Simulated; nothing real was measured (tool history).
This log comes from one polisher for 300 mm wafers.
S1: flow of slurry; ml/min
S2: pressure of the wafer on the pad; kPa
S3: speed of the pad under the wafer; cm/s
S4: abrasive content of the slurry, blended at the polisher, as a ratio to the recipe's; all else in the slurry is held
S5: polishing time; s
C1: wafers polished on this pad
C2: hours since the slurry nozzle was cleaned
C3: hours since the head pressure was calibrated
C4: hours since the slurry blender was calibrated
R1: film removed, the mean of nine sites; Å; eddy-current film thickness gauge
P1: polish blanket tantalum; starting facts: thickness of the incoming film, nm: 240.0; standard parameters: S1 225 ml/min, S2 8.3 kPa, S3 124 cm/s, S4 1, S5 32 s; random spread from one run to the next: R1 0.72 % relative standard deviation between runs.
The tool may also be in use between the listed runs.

run	hour	S1	S2	S3	S4	S5	C1	C2	C3	C4	R1
1	7	225	8.3	124	1	32	578	222	105.2	29	369.53
2	10.7	225	8.3	186	1	32	620	225.7	108.9	32.7	548.56
3	14.7	225	8.3	124	1	32	667	229.7	112.9	36.7	364.08
# hour 18.9: slurry blender recalibrated
4	20.8	225	8.3	124	0.6	32	737	235.8	119	2	311.03
5	27.2	225	8.3	124	1	32	812	242.2	125.4	8.4	371.81
6	34.5	135	8.3	124	1	32	896	249.5	132.7	15.7	342.88
7	38.3	225	8.3	124	1	45	940	253.3	136.5	19.5	518.52
8	44.9	330	8.3	124	1	32	1017	259.9	143.1	26.1	381.05
9	52.5	225	8.3	124	1.4	32	1105	267.5	150.7	33.7	400.93
10	59.3	225	8.3	124	1	24	1184	274.3	157.5	40.5	278.02
11	67.1	225	8.3	56	1	32	1274	282.1	165.3	48.3	166.16
12	72.6	225	8.3	124	1	32	1338	287.6	170.8	53.8	365.08
# hour 73: head pressure recalibrated
13	78.9	225	8.3	124	1	32	1411	293.9	5.9	60.1	372.22
14	82.8	225	12.4	124	1	32	1456	297.8	9.8	64	554.21
15	88.6	155	8.3	124	0.8	32	1523	303.6	15.6	69.8	324.96
16	93.3	225	4.8	124	1	32	1578	308.3	20.3	74.5	215.09
17	99.4	225	11	124	1	20	1648	314.4	26.4	80.6	305.65
18	104.1	225	8.3	124	1	32	1703	319.1	31.1	85.3	366.55
19	112.2	225	8.3	124	1	32	1797	327.2	39.2	93.4	369.58
20	115.8	225	8.3	124	1	32	1838	330.8	42.8	97	357.25
21	122	225	8.3	124	1	32	1910	337	49	103.2	345.98
22	128.8	225	8.3	124	1	32	1989	343.8	55.8	110	341.43
23	133.2	225	8.3	124	1	32	2040	348.2	60.2	114.4	329.4
# hour 134.8: worn pad replaced by a new one
# hour 135.3: slurry nozzle cleaned
24	138.6	225	8.3	124	1	32	44	3.4	65.6	119.8	332.24
25	144.2	225	8.3	124	1	32	109	9	71.2	125.4	330.2
26	149.3	225	8.3	124	1	32	168	14.1	76.3	130.5	331.15

What P1 gives has crept off from where it sat before. The 2 causes that follow fit the log equally well, each at the size noted:
A: head's pressure below its setpoint, % = 10.3
B: abrasive missing from the slurry, % = 28.7
Onset of the creep was near hour 112.2.
Every other cause this tool's parts could produce, and why it does not fit the log:
removal rate lost through wear of the pad, %: serviced at hour 134.8, which brought nothing back
slurry flow missing at the pad, %: serviced at hour 135.3, which brought nothing back

Below are 4 check runs, each averaged over 3 wafers, with their results shown as question marks. Which of them would give clearly different results depending on which cause is behind the drift?
check 1	154.4	225	8.3	178	1	32					?
check 2	154.4	225	8.3	60	0.65	32					?
check 3	154.4	225	8.3	184	1	32					?
check 4	154.4	310	8.3	56	1	32					?

Expected result of each check under each candidate cause:
check	result	if A	if B
check 1	R1	474.18	474.1
check 2	R1	138.52	133.9
check 3	R1	490.16	490.08
check 4	R1	154.09	154.06
Per check, the gap between the least separated pair of causes, taken in the result that splits them most: check 1 0.02 %; check 2 3.4 %; check 3 0.02 %; check 4 0.02 %
Check 2 distinguishes between the causes, while the remaining checks would return nearly the same result for all of them.

Here is what check 2 returned: R1 133.24 Å. Which cause is it?

B is the cause: abrasive missing from the slurry, %.

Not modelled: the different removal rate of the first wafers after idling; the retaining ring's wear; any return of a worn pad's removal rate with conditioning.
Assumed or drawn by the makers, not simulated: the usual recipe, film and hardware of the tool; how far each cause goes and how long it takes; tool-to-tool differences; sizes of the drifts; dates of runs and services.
